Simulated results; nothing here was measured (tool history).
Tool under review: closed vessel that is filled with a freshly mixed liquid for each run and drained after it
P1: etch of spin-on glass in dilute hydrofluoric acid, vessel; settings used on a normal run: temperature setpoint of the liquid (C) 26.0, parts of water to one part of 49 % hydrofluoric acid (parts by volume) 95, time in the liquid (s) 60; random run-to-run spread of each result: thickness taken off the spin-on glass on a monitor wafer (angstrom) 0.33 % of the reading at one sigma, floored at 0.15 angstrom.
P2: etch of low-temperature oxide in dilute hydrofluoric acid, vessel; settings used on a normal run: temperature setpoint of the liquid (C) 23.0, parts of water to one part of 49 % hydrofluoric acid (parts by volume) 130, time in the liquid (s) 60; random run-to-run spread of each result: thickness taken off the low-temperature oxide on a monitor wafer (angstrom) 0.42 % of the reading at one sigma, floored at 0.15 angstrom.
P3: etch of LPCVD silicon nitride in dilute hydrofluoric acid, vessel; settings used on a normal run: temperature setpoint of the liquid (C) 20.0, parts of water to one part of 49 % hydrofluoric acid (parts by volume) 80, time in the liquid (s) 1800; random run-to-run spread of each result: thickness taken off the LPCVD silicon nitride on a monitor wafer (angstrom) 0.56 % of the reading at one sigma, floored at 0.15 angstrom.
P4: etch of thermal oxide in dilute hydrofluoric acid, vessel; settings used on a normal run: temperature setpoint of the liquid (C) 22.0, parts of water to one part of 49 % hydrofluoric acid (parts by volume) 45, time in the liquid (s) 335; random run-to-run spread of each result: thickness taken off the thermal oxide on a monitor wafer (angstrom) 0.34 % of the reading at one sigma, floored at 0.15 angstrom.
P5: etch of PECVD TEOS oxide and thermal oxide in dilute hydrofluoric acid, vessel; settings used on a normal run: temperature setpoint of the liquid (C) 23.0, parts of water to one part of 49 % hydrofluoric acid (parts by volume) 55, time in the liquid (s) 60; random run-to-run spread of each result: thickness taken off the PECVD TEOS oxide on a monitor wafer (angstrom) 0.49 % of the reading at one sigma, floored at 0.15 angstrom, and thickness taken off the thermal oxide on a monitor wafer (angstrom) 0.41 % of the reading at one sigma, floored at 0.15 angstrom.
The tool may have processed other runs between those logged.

run	hour	process that ran	temperature setpoint of the liquid (C)	parts of water to one part of 49 % hydrofluoric acid (parts by volume)	time in the liquid (s)	hours since the thermometer was replaced	hours since the hydrofluoric acid flow meter was replaced	thickness taken off the spin-on glass on a monitor wafer (angstrom)	thickness taken off the LPCVD silicon nitride on a monitor wafer (angstrom)	thickness taken off the low-temperature oxide on a monitor wafer (angstrom)	thickness taken off the PECVD TEOS oxide on a monitor wafer (angstrom)	thickness taken off the thermal oxide on a monitor wafer (angstrom)
1	6.9	P1	26.0	95	60	1391.8	180.1	335.37				
2	15.6	P3	20.0	80	1800	1400.5	188.8		79.724			
3	23.1	P3	20.0	80	1800	1408.0	196.3		79.866			
4	28.2	P1	26.0	150	60	1413.1	201.4	197.14				
5	33.9	P1	26.0	95	60	1418.8	207.1	334.70				
6	42.0	P2	23.0	130	95	1426.9	215.2			237.50		
7	47.3	P1	26.0	95	60	1432.2	220.5	335.33				
8	52.8	P1	26.0	95	60	1437.7	226.0	336.54				
# hour 55.6: thermometer replaced
9	62.4	P5	23.0	55	30	6.9	235.6				154.55	26.844
10	70.4	P1	26.0	95	30	14.9	243.6	167.85				
11	80.5	P5	23.0	100	60	25.0	253.7				162.09	27.684
12	87.6	P1	26.0	95	110	32.1	260.8	611.29				
13	96.5	P4	22.0	45	335	41.0	269.7					342.600
14	103.0	P5	27.0	55	60	47.5	276.2				365.46	62.645
15	111.4	P4	22.0	20	335	55.9	284.6					796.550
16	120.0	P3	20.0	140	1800	64.5	293.2		46.426			
17	129.1	P3	20.0	80	3605	73.6	302.3		159.800			
18	137.4	P2	23.0	80	60	81.9	310.6			260.95		
19	143.3	P2	17.0	130	60	87.8	316.5			118.51		
20	148.6	P2	23.0	130	60	93.1	321.8			151.59		
21	155.7	P3	17.0	80	1800	100.2	328.9		64.848			
22	161.4	P1	26.0	95	60	105.9	334.6	335.26				
23	170.3	P2	23.0	130	60	114.8	343.5			150.74		
24	178.4	P4	22.0	45	40	122.9	351.6					41.299
25	183.6	P1	32.5	95	60	128.1	356.8	428.62				
26	188.2	P1	18.0	95	60	132.7	361.4	242.35				
27	193.1	P4	27.5	45	335	137.6	366.3					434.390
28	198.6	P1	26.0	95	60	143.1	371.8	334.08				
29	208.1	P1	26.0	30	60	152.6	381.3	1162.00				
30	215.4	P5	23.0	55	60	159.9	388.6				313.52	52.834
31	224.1	P1	33.5	95	30	168.6	397.3	221.61				
32	229.8	P1	26.0	95	60	174.3	403.0	333.46				
33	236.5	P1	26.0	95	60	181.0	409.7	323.31				
34	241.5	P1	26.0	95	60	186.0	414.7	321.04				

Estimate the outcome of run 35 from the log above:
35	250.6	P1	26.0	95	60	195.1	423.8	?				

Run 35 yielded thickness taken off the spin-on glass on a monitor wafer (angstrom) 314.76.
